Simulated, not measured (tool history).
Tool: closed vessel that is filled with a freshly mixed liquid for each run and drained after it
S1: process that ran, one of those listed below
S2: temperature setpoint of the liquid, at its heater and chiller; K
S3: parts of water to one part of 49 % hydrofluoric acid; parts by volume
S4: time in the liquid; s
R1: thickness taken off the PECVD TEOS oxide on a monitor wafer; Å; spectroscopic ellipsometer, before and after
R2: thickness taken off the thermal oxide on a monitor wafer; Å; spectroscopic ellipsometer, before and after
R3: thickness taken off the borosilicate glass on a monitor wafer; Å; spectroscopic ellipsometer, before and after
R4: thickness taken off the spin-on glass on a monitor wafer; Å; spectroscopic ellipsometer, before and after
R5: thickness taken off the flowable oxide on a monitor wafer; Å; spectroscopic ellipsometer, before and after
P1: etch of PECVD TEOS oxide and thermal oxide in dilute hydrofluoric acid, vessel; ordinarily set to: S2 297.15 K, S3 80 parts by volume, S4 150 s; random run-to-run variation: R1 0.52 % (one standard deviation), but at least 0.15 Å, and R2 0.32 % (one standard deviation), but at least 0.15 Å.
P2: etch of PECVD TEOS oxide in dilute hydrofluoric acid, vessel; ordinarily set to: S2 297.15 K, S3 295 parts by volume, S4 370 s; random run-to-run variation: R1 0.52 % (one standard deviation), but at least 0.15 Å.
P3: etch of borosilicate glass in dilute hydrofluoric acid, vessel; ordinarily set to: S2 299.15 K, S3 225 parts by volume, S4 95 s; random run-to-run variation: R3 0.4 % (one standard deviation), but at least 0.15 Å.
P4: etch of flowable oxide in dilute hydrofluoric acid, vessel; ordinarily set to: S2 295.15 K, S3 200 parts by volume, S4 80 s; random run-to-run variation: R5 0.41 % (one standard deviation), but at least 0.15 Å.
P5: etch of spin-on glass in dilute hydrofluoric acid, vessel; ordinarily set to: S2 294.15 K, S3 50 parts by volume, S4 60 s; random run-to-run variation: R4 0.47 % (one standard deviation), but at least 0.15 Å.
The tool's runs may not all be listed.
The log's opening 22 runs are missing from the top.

run	hour	S1	S2	S3	S4	R1	R2	R3	R4	R5
23	255.9	P2	297.15	295	85	29.145				
24	268.8	P5	294.15	50	60				470.05	
25	276.8	P1	297.15	125	150	176.630	56.189			
26	289.8	P5	300.15	50	60				606.47	
27	297.9	P4	295.15	200	80					112.140
28	307.0	P3	292.15	225	95			81.725		
29	319.2	P1	297.15	80	150	288.610	93.249			
30	330.6	P4	295.15	200	145					205.100
31	344.7	P1	297.15	80	150	288.990	93.230			
32	353.9	P1	297.15	80	150	282.560	90.044			
33	368.6	P1	297.15	80	150	274.670	87.632			
34	381.4	P1	297.15	80	150	269.220	86.458			
35	391.4	P1	297.15	80	150	267.210	86.454			
36	403.0	P1	297.15	80	150	265.770	85.744			
37	410.2	P1	297.15	80	150	265.490	85.686			

Estimate the outcome of run 38 from the log above:
38	423.7	P1	297.15	80	150	?	?			

R1: 262.420 Å
R2: 85.347 Å
